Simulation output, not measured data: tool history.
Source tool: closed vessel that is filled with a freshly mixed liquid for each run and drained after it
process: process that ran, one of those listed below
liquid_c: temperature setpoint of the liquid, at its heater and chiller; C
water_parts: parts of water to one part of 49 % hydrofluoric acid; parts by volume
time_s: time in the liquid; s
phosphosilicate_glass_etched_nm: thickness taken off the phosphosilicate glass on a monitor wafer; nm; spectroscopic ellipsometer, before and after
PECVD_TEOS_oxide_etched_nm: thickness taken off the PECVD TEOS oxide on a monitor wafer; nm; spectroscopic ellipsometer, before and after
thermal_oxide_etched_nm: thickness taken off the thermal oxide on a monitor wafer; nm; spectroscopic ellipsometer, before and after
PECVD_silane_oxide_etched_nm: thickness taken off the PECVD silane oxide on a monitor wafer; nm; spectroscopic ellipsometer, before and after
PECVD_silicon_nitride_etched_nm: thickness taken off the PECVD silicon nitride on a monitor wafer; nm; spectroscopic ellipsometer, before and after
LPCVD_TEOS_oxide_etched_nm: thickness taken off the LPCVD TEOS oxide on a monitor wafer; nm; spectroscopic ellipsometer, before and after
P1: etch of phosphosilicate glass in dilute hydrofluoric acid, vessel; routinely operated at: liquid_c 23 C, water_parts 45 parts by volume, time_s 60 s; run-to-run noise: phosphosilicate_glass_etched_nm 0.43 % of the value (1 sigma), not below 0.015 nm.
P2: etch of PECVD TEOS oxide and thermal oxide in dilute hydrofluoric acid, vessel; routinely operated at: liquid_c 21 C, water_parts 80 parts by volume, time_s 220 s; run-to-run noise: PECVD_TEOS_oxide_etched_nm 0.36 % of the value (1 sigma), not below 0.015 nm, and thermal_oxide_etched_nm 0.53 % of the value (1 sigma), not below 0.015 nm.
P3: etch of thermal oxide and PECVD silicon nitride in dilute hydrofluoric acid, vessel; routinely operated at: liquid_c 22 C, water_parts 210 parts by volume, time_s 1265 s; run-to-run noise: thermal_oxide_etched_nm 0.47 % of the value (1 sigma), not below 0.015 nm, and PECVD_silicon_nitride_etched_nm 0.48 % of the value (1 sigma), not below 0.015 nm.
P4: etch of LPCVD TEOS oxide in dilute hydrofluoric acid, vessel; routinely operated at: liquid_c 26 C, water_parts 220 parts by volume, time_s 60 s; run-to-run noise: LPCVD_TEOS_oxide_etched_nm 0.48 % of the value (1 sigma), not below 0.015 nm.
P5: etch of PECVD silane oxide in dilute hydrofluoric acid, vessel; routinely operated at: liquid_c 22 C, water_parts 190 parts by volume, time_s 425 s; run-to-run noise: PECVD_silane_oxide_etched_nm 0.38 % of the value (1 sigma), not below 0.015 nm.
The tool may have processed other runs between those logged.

run,hour,process,liquid_c,water_parts,time_s,phosphosilicate_glass_etched_nm,PECVD_TEOS_oxide_etched_nm,thermal_oxide_etched_nm,PECVD_silane_oxide_etched_nm,PECVD_silicon_nitride_etched_nm,LPCVD_TEOS_oxide_etched_nm
1,10.7,P1,23,45,60,164.9,,,,,
2,22.4,P2,21,80,220,,27.333,12.222,,,
3,29.1,P2,21,80,220,,27.015,12.127,,,
4,43.2,P2,21,80,415,,51.14,22.713,,,
5,53.5,P5,22,190,425,,,,55.742,,
6,65.9,P1,23,45,60,164.9,,,,,
7,72.6,P1,31,45,60,228.01,,,,,
8,79.7,P1,23,45,30,83.227,,,,,
9,89.5,P5,22,50,425,,,,250.42,,
10,99.4,P1,29.5,45,100,361.03,,,,,
11,109.4,P2,29.5,80,220,,37.952,16.835,,,
12,116.9,P1,23,45,90,248.24,,,,,
13,124.4,P1,23,25,60,306.86,,,,,
14,135.7,P1,23,75,60,95.598,,,,,
15,148.3,P2,21,135,220,,15.046,6.786,,,
16,159.9,P1,17.5,45,60,132,,,,,
17,171.1,P3,22,210,1265,,,23.696,,20.828,
18,184.6,P4,26,65,60,,,,,,53.756
19,192.2,P1,23,45,60,165.54,,,,,
20,206.2,P3,22,210,215,,,4.0478,,3.5743,
21,216.9,P1,27,45,30,96.979,,,,,
22,225.8,P5,17,190,425,,,,46.309,,
23,232.1,P3,22,60,1265,,,98.185,,71.222,
24,244.1,P1,23,45,60,165.09,,,,,
25,253.6,P4,26,220,60,,,,,,12.975
26,260,P4,31.5,220,60,,,,,,15.778
# hour 266.6: thermometer replaced
27,268.2,P4,26,220,30,,,,,,6.5779
28,278.7,P3,29,210,1265,,,30.631,,32.342,
29,286,P5,22,190,740,,,,97.842,,
30,297.1,P1,23,45,60,165.34,,,,,
31,304,P1,23,25,85,434.06,,,,,
32,310.3,P1,23,45,60,165.92,,,,,
33,321.5,P1,23,45,60,161.22,,,,,
34,331.2,P1,23,45,60,157.16,,,,,
35,345.1,P1,23,45,60,156.64,,,,,
36,352.3,P1,23,45,60,154.59,,,,,
37,360.7,P1,23,45,60,154.3,,,,,
38,370.3,P1,23,45,60,154.63,,,,,
39,377.4,P1,23,45,60,154.65,,,,,
40,390.4,P1,23,45,60,153.95,,,,,
41,396.7,P1,23,45,60,154.1,,,,,

What P1 gives has crept off from where it sat before. The 2 causes that follow fit the log equally well, each at the size noted:
A: liquid colder than its thermometer reads (K) = 1.71
B: hydrofluoric acid flow below the setpoint (%) = 6.53
Onset of the creep was near hour 310.3.

Each of the 4 check runs below uses one wafer; its results are left as question marks. Which run tells the causes apart?
check 1,403,P3,29,210,1265,,,?,,?,
check 2,403,P4,26,95,30,,,,,,?
check 3,403,P2,24.5,80,220,,?,?,,,
check 4,403,P5,17,75,425,,,,?,,

What every check run would give for each of its results, assuming each possible cause in turn:
check,result,if A,if B
check 1,thermal_oxide_etched_nm,28.93,28.219
check 1,PECVD_silicon_nitride_etched_nm,29.242,30.284
check 2,LPCVD_TEOS_oxide_etched_nm,16.428,16.284
check 3,PECVD_TEOS_oxide_etched_nm,29.151,28.985
check 3,thermal_oxide_etched_nm,13.082,13.007
check 4,PECVD_silane_oxide_etched_nm,121.82,121.89
How far apart the two closest causes lie, in the result that separates them most: check 1 3.5 %; check 2 0.88 %; check 3 0.57 %; check 4 0.06 %
The other checks would show nearly matching results whichever cause is true, so check 1 is the only one that separates the causes.

Check 1 was carried out, with these results: thermal_oxide_etched_nm 29.079 nm; PECVD_silicon_nitride_etched_nm 29.272 nm. Which of the listed causes is responsible?

It was cause A: liquid colder than its thermometer reads (K).
